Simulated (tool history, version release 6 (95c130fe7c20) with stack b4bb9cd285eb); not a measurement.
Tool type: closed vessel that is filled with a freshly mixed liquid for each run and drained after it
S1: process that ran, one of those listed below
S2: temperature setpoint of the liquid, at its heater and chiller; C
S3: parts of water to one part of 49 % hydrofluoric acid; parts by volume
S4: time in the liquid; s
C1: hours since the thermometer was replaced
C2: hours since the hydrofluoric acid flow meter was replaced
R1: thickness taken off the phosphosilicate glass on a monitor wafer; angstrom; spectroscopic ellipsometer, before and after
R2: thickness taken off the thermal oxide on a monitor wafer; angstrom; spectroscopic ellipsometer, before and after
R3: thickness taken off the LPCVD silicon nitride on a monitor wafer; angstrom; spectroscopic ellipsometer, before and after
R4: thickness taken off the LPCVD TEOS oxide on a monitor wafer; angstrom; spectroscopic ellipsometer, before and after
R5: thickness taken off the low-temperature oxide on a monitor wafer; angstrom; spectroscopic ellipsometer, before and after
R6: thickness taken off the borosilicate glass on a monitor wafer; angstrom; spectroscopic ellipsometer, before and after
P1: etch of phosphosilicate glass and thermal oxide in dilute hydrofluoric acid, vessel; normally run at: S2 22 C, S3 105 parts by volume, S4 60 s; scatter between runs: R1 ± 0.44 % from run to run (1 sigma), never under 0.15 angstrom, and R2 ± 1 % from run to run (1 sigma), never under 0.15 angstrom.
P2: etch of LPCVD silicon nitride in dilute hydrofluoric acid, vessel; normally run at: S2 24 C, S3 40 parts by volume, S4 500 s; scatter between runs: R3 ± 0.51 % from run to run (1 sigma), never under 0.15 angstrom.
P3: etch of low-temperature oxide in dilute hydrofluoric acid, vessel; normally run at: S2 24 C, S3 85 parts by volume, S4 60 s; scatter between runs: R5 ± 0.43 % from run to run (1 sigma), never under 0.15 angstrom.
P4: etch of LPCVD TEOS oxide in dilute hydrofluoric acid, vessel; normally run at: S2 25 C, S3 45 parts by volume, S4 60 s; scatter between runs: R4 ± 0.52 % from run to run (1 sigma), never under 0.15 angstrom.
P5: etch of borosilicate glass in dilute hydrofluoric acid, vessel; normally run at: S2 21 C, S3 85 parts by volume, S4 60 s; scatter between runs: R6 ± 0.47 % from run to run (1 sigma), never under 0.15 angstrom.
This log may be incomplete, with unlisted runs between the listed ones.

{"run": 1, "hour": 4.7, "S1": "P1", "S2": 22, "S3": 105, "S4": 60, "C1": 351.8, "C2": 125, "R1": 527.13, "R2": 26.12}
{"run": 2, "hour": 12.0, "S1": "P2", "S2": 24, "S3": 40, "S4": 910, "C1": 359.1, "C2": 132.3, "R3": 120.6}
{"run": 3, "hour": 17.4, "S1": "P4", "S2": 29, "S3": 45, "S4": 60, "C1": 364.5, "C2": 137.7, "R4": 481.18}
{"run": 4, "hour": 23.6, "S1": "P1", "S2": 22, "S3": 105, "S4": 60, "C1": 370.7, "C2": 143.9, "R1": 526.42, "R2": 26.06}
{"run": 5, "hour": 30.0, "S1": "P1", "S2": 22, "S3": 105, "S4": 60, "C1": 377.1, "C2": 150.3, "R1": 525.73, "R2": 25.81}
{"run": 6, "hour": 34.6, "S1": "P4", "S2": 25, "S3": 80, "S4": 60, "C1": 381.7, "C2": 154.9, "R4": 215.29}
{"run": 7, "hour": 43.8, "S1": "P2", "S2": 19, "S3": 40, "S4": 500, "C1": 390.9, "C2": 164.1, "R3": 46.999}
{"run": 8, "hour": 50.0, "S1": "P2", "S2": 24, "S3": 65, "S4": 500, "C1": 397.1, "C2": 170.3, "R3": 41.282}
{"run": 9, "hour": 58.5, "S1": "P1", "S2": 22, "S3": 170, "S4": 90, "C1": 405.6, "C2": 178.8, "R1": 452.77, "R2": 22.94}
{"run": 10, "hour": 64.7, "S1": "P1", "S2": 29.5, "S3": 105, "S4": 60, "C1": 411.8, "C2": 185, "R1": 704.84, "R2": 35.055}
{"run": 11, "hour": 72.7, "S1": "P1", "S2": 22, "S3": 105, "S4": 60, "C1": 419.8, "C2": 193, "R1": 529.97, "R2": 26.446}
{"run": 12, "hour": 77.1, "S1": "P3", "S2": 24, "S3": 85, "S4": 30, "C1": 424.2, "C2": 197.4, "R5": 38.364}
{"run": 13, "hour": 86.4, "S1": "P5", "S2": 21, "S3": 85, "S4": 60, "C1": 433.5, "C2": 206.7, "R6": 167.11}
{"run": 14, "hour": 93.0, "S1": "P4", "S2": 25, "S3": 45, "S4": 60, "C1": 440.1, "C2": 213.3, "R4": 408.11}
{"run": 15, "hour": 98.7, "S1": "P3", "S2": 24, "S3": 85, "S4": 60, "C1": 445.8, "C2": 219, "R5": 76.637}
{"run": 16, "hour": 107.8, "S1": "P5", "S2": 28, "S3": 85, "S4": 60, "C1": 454.9, "C2": 228.1, "R6": 220.06}
{"run": 17, "hour": 112.6, "S1": "P5", "S2": 21, "S3": 85, "S4": 95, "C1": 459.7, "C2": 232.9, "R6": 263.85}
{"run": 18, "hour": 120.5, "S1": "P1", "S2": 22, "S3": 55, "S4": 60, "C1": 467.6, "C2": 240.8, "R1": 1065.7, "R2": 53.413}
{"run": 19, "hour": 129.9, "S1": "P3", "S2": 32, "S3": 85, "S4": 60, "C1": 477, "C2": 250.2, "R5": 104.78}
{"run": 20, "hour": 136.2, "S1": "P2", "S2": 24, "S3": 40, "S4": 500, "C1": 483.3, "C2": 256.5, "R3": 66.776}
{"hour": 136.5, "done": "thermometer replaced"}
{"hour": 137.4, "done": "hydrofluoric acid flow meter replaced"}
{"run": 21, "hour": 141.6, "S1": "P4", "S2": 25, "S3": 45, "S4": 30, "C1": 5.2, "C2": 4.2, "R4": 203.53}
{"run": 22, "hour": 147.0, "S1": "P1", "S2": 22, "S3": 150, "S4": 60, "C1": 10.6, "C2": 9.6, "R1": 350.82, "R2": 17.281}
{"run": 23, "hour": 154.1, "S1": "P1", "S2": 22, "S3": 105, "S4": 30, "C1": 17.7, "C2": 16.7, "R1": 262.22, "R2": 12.967}
{"run": 24, "hour": 162.8, "S1": "P5", "S2": 21, "S3": 50, "S4": 60, "C1": 26.4, "C2": 25.4, "R6": 295.86}
{"run": 25, "hour": 166.9, "S1": "P1", "S2": 28.5, "S3": 165, "S4": 60, "C1": 30.5, "C2": 29.5, "R1": 395.81, "R2": 19.932}
{"run": 26, "hour": 173.3, "S1": "P1", "S2": 22, "S3": 105, "S4": 60, "C1": 36.9, "C2": 35.9, "R1": 523.57, "R2": 26.275}
{"run": 27, "hour": 178.2, "S1": "P3", "S2": 24, "S3": 125, "S4": 60, "C1": 41.8, "C2": 40.8, "R5": 49.839}
{"run": 28, "hour": 182.8, "S1": "P1", "S2": 22, "S3": 105, "S4": 105, "C1": 46.4, "C2": 45.4, "R1": 920.61, "R2": 45.714}
{"run": 29, "hour": 191.0, "S1": "P1", "S2": 17, "S3": 105, "S4": 60, "C1": 54.6, "C2": 53.6, "R1": 430.56, "R2": 21.228}
{"run": 30, "hour": 198.2, "S1": "P5", "S2": 21, "S3": 85, "S4": 60, "C1": 61.8, "C2": 60.8, "R6": 166.18}
{"run": 31, "hour": 205.0, "S1": "P1", "S2": 22, "S3": 105, "S4": 60, "C1": 68.6, "C2": 67.6, "R1": 529.1, "R2": 26.266}
{"run": 32, "hour": 211.2, "S1": "P1", "S2": 22, "S3": 105, "S4": 60, "C1": 74.8, "C2": 73.8, "R1": 525.61, "R2": 26.082}
{"run": 33, "hour": 219.4, "S1": "P1", "S2": 22, "S3": 105, "S4": 60, "C1": 83, "C2": 82, "R1": 512.08, "R2": 25.338}
{"run": 34, "hour": 226.9, "S1": "P1", "S2": 22, "S3": 105, "S4": 60, "C1": 90.5, "C2": 89.5, "R1": 505.64, "R2": 25.516}
{"run": 35, "hour": 234.6, "S1": "P1", "S2": 22, "S3": 105, "S4": 60, "C1": 98.2, "C2": 97.2, "R1": 502.23, "R2": 25.011}
{"run": 36, "hour": 238.8, "S1": "P1", "S2": 22, "S3": 105, "S4": 60, "C1": 102.4, "C2": 101.4, "R1": 495.16, "R2": 24.753}
{"run": 37, "hour": 243.9, "S1": "P1", "S2": 22, "S3": 105, "S4": 60, "C1": 107.5, "C2": 106.5, "R1": 495.66, "R2": 24.773}
{"run": 38, "hour": 248.5, "S1": "P1", "S2": 22, "S3": 105, "S4": 60, "C1": 112.1, "C2": 111.1, "R1": 495.48, "R2": 24.541}
{"run": 39, "hour": 257.8, "S1": "P1", "S2": 22, "S3": 105, "S4": 60, "C1": 121.4, "C2": 120.4, "R1": 490.81, "R2": 25.045}
{"run": 40, "hour": 264.9, "S1": "P1", "S2": 22, "S3": 105, "S4": 60, "C1": 128.5, "C2": 127.5, "R1": 490.48, "R2": 24.337}
{"run": 41, "hour": 270.8, "S1": "P1", "S2": 22, "S3": 105, "S4": 60, "C1": 134.4, "C2": 133.4, "R1": 492.88, "R2": 24.583}
{"run": 42, "hour": 277.5, "S1": "P1", "S2": 22, "S3": 105, "S4": 60, "C1": 141.1, "C2": 140.1, "R1": 490.65, "R2": 24.645}

What P1 gives has crept off from where it sat before. The 2 causes that follow fit the log equally well, each at the size noted:
A: hydrofluoric acid flow below the setpoint (%) = 6.23
B: liquid colder than its thermometer reads (K) = 1.79
At approximately hour 211.2, the process output began to creep.

Question marks stand in for the results of the 4 check runs listed below, each run on one wafer. Under which run would the listed causes show clearly different results?
{"run": "check 1", "hour": 284.2, "S1": "P5", "S2": 21, "S3": 85, "S4": 60, "R6": "?"}
{"run": "check 2", "hour": 284.2, "S1": "P3", "S2": 24, "S3": 85, "S4": 60, "R5": "?"}
{"run": "check 3", "hour": 284.2, "S1": "P2", "S2": 24, "S3": 40, "S4": 500, "R3": "?"}
{"run": "check 4", "hour": 284.2, "S1": "P4", "S2": 25, "S3": 45, "S4": 60, "R4": "?"}

Predicted outcomes, by check and by cause:
check=check_1 result=R6 if_A=155.1 if_B=154.6
check=check_2 result=R5 if_A=71.425 if_B=71.365
check=check_3 result=R3 if_A=62.234 if_B=58.648
check=check_4 result=R4 if_A=380.38 if_B=378.3
Per check, the gap between the least separated pair of causes, taken in the result that splits them most: check 1 0.32 %; check 2 0.08 %; check 3 5.93 %; check 4 0.55 %
The causes can be told apart only by check 3. The other checks would give nearly the same results under each of them.

Then check 3 was run and gave: R3 62.131 angstrom. Which cause is it?

The cause is A: hydrofluoric acid flow below the setpoint (%).

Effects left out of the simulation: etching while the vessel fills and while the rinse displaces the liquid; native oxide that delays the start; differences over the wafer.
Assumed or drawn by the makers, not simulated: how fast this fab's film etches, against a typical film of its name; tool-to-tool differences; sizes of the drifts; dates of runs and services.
